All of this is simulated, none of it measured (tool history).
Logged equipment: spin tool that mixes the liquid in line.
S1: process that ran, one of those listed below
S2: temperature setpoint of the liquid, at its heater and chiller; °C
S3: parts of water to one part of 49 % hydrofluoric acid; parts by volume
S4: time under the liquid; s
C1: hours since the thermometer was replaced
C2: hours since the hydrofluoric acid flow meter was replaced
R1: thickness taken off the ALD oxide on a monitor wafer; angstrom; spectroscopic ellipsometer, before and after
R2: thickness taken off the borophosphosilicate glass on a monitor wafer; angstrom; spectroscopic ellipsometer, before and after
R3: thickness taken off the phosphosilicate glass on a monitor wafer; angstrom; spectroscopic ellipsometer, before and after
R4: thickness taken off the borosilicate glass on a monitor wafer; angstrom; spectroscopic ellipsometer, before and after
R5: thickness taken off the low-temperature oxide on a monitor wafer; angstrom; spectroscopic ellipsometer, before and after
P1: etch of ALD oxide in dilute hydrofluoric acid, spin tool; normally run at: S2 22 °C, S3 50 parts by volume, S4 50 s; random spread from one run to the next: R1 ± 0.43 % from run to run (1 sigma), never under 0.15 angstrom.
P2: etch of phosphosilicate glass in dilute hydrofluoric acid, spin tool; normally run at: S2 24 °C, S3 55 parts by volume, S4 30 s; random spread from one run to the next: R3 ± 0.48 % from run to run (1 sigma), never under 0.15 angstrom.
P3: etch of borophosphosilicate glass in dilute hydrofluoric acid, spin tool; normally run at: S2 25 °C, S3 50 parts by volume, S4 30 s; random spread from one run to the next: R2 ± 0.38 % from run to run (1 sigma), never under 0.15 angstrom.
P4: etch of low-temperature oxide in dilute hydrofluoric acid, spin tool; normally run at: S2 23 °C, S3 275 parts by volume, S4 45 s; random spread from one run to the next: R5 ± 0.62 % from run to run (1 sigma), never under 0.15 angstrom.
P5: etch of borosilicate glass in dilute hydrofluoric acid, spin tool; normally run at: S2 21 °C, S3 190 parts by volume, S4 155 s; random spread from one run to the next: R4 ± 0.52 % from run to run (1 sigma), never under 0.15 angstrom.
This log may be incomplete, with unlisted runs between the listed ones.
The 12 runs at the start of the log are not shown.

run   hour  S1    S2   S3   S4     C1     C2      R1      R2  R3      R4      R5
 13  157.6  P1    22   30   50  358.6    375  441.94
 14  168.2  P5    21   95  155  369.2  385.6                      414.84
 15    182  P1    22   50   50    383  399.4  257.72
 16  194.2  P1    22   50   75  395.2  411.6  388.36
 17  203.5  P5    21  190  155  404.5  420.9                      189.19
 18  211.8  P1    22   50   50  412.8  429.2  259.21
 19  226.1  P5    17  190  155  427.1  443.5                      161.46
 20    234  P4  27.5  275   45    435  451.4                              47.936
 21  249.6  P4    23  275   85  450.6    467                              77.725
 22  259.3  P1    22   50   50  460.3  476.7  257.14
 23  267.4  P5    21  190  155  468.4  484.8                      186.93
 24  275.3  P3    17   50   30  476.3  492.7          155.91
 25  291.3  P4    23  500   45  492.3  508.7                              18.091

What does the tool deliver on the next run?
 26  307.1  P3  25  50  55  508.1  524.5       ?

Logged for run 26: R2 401.84 angstrom.
